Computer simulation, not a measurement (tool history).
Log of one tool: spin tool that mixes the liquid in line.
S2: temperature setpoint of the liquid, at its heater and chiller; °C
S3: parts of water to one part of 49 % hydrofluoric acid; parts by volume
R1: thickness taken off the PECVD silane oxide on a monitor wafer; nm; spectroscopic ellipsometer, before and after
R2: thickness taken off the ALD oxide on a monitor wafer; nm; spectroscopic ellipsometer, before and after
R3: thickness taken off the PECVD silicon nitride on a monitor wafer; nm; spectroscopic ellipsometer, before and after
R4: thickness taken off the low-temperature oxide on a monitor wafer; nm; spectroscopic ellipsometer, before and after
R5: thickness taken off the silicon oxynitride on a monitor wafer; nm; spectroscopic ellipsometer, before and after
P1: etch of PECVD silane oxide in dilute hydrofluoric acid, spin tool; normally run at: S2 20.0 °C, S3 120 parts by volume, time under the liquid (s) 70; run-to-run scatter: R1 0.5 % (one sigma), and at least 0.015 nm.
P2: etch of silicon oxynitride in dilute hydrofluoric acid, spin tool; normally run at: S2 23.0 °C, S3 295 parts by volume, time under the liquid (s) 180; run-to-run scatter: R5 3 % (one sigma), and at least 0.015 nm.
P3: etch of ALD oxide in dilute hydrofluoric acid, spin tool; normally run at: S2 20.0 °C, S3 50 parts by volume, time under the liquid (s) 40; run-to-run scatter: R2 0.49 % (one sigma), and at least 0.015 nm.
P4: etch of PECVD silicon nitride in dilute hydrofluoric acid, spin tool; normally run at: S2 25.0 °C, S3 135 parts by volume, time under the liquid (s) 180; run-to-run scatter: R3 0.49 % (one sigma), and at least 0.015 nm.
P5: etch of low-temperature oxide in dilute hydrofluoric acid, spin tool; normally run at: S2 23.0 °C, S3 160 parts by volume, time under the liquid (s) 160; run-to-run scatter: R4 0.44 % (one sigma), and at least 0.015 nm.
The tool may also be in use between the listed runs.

run 1 day=0.258 | process_that_ran=P1 S2=20.0 S3=120 time_under_the_liquid_(s)=70 | R1=8.1858
run 2 day=0.496 | process_that_ran=P3 S2=20.0 S3=50 time_under_the_liquid_(s)=15 | R2=4.2033
run 3 day=0.775 | process_that_ran=P4 S2=20.5 S3=135 time_under_the_liquid_(s)=180 | R3=4.8335
run 4 day=0.933 | process_that_ran=P1 S2=20.0 S3=20 time_under_the_liquid_(s)=70 | R1=55.2920
run 5 day=1.183 | process_that_ran=P4 S2=25.0 S3=135 time_under_the_liquid_(s)=180 | R3=6.4870
run 6 day=1.354 | process_that_ran=P1 S2=20.0 S3=120 time_under_the_liquid_(s)=70 | R1=8.2679
run 7 day=1.583 | process_that_ran=P1 S2=27.0 S3=200 time_under_the_liquid_(s)=70 | R1=5.9665
run 8 day=1.762 | process_that_ran=P1 S2=20.0 S3=120 time_under_the_liquid_(s)=70 | R1=8.1755
run 9 day=2.012 | process_that_ran=P5 S2=17.0 S3=160 time_under_the_liquid_(s)=160 | R4=24.731
run 10 day=2.258 | process_that_ran=P1 S2=20.0 S3=120 time_under_the_liquid_(s)=115 | R1=13.4230
run 11 day=2.442 | process_that_ran=P5 S2=23.0 S3=160 time_under_the_liquid_(s)=265 | R4=51.378
-- day=2.562 hydrofluoric acid flow meter replaced
run 12 day=2.612 | process_that_ran=P1 S2=20.0 S3=120 time_under_the_liquid_(s)=70 | R1=8.2333
run 13 day=2.846 | process_that_ran=P1 S2=20.0 S3=205 time_under_the_liquid_(s)=70 | R1=4.4073
run 14 day=3.071 | process_that_ran=P4 S2=25.0 S3=20 time_under_the_liquid_(s)=180 | R3=42.0400
run 15 day=3.196 | process_that_ran=P4 S2=25.0 S3=135 time_under_the_liquid_(s)=265 | R3=9.6290
run 16 day=3.400 | process_that_ran=P1 S2=20.0 S3=120 time_under_the_liquid_(s)=20 | R1=2.3644
run 17 day=3.600 | process_that_ran=P1 S2=17.0 S3=185 time_under_the_liquid_(s)=70 | R1=4.4746
run 18 day=3.804 | process_that_ran=P2 S2=27.0 S3=295 time_under_the_liquid_(s)=180 | R5=0.95103
run 19 day=4.046 | process_that_ran=P2 S2=23.0 S3=295 time_under_the_liquid_(s)=180 | R5=0.81557
run 20 day=4.221 | process_that_ran=P1 S2=20.0 S3=75 time_under_the_liquid_(s)=15 | R1=2.9867
run 21 day=4.400 | process_that_ran=P1 S2=20.0 S3=120 time_under_the_liquid_(s)=70 | R1=8.2924
run 22 day=4.546 | process_that_ran=P3 S2=25.0 S3=50 time_under_the_liquid_(s)=40 | R2=13.6170
run 23 day=4.679 | process_that_ran=P2 S2=23.0 S3=295 time_under_the_liquid_(s)=25 | R5=0.10294
run 24 day=4.879 | process_that_ran=P3 S2=20.0 S3=85 time_under_the_liquid_(s)=40 | R2=6.2868
run 25 day=5.025 | process_that_ran=P5 S2=23.0 S3=160 time_under_the_liquid_(s)=160 | R4=31.356
run 26 day=5.238 | process_that_ran=P5 S2=23.0 S3=250 time_under_the_liquid_(s)=160 | R4=18.297
run 27 day=5.400 | process_that_ran=P3 S2=20.0 S3=50 time_under_the_liquid_(s)=40 | R2=11.1260
run 28 day=5.529 | process_that_ran=P1 S2=25.5 S3=120 time_under_the_liquid_(s)=70 | R1=10.1810
run 29 day=5.729 | process_that_ran=P3 S2=20.0 S3=50 time_under_the_liquid_(s)=40 | R2=11.1560
run 30 day=5.979 | process_that_ran=P2 S2=23.0 S3=135 time_under_the_liquid_(s)=180 | R5=2.01820
run 31 day=6.162 | process_that_ran=P1 S2=17.0 S3=120 time_under_the_liquid_(s)=70 | R1=7.3087
run 32 day=6.300 | process_that_ran=P1 S2=20.0 S3=120 time_under_the_liquid_(s)=70 | R1=8.2165
run 33 day=6.525 | process_that_ran=P1 S2=20.0 S3=120 time_under_the_liquid_(s)=70 | R1=8.0164
run 34 day=6.704 | process_that_ran=P1 S2=20.0 S3=120 time_under_the_liquid_(s)=70 | R1=7.9155
run 35 day=6.912 | process_that_ran=P1 S2=20.0 S3=120 time_under_the_liquid_(s)=70 | R1=7.8566
run 36 day=7.138 | process_that_ran=P1 S2=20.0 S3=120 time_under_the_liquid_(s)=70 | R1=7.8081
run 37 day=7.379 | process_that_ran=P1 S2=20.0 S3=120 time_under_the_liquid_(s)=70 | R1=7.7977
run 38 day=7.625 | process_that_ran=P1 S2=20.0 S3=120 time_under_the_liquid_(s)=70 | R1=7.6759
run 39 day=7.796 | process_that_ran=P1 S2=20.0 S3=120 time_under_the_liquid_(s)=70 | R1=7.7035
run 40 day=8.050 | process_that_ran=P1 S2=20.0 S3=120 time_under_the_liquid_(s)=70 | R1=7.6565
run 41 day=8.254 | process_that_ran=P1 S2=20.0 S3=120 time_under_the_liquid_(s)=70 | R1=7.6023

What P1 gives has crept away from where it was. These 2 causes fit the log equally well, each at the size given:
A: liquid colder than its thermometer reads (K) = 1.75
B: hydrofluoric acid flow below the setpoint (%) = 6.09
The creep began at about day 6.300.

4 check runs are offered, one wafer each, their results left as question marks. Which one tells the causes apart?
run check 1 day=8.458 | process_that_ran=P5 S2=19.0 S3=215 time_under_the_liquid_(s)=160 | R4=?
run check 2 day=8.458 | process_that_ran=P3 S2=24.5 S3=50 time_under_the_liquid_(s)=15 | R2=?
run check 3 day=8.458 | process_that_ran=P4 S2=21.5 S3=35 time_under_the_liquid_(s)=180 | R3=?
run check 4 day=8.458 | process_that_ran=P2 S2=26.0 S3=295 time_under_the_liquid_(s)=35 | R5=?

What each check would give under each cause:
check=check_1 result=R4 if_A=17.594 if_B=17.462
check=check_2 result=R2 if_A=4.6949 if_B=4.7190
check=check_3 result=R3 if_A=17.1440 if_B=18.2220
check=check_4 result=R5 if_A=0.17030 if_B=0.16975
How far apart the two closest causes lie, in the result that separates them most: check 1 0.75 %; check 2 0.51 %; check 3 6.1 %; check 4 0.32 %
Only check 3 tells the causes apart: in the others they would give nearly the same result.

Then check 3 was run and gave: R3 18.1390 nm. Which cause is it?

It is B: hydrofluoric acid flow below the setpoint (%).
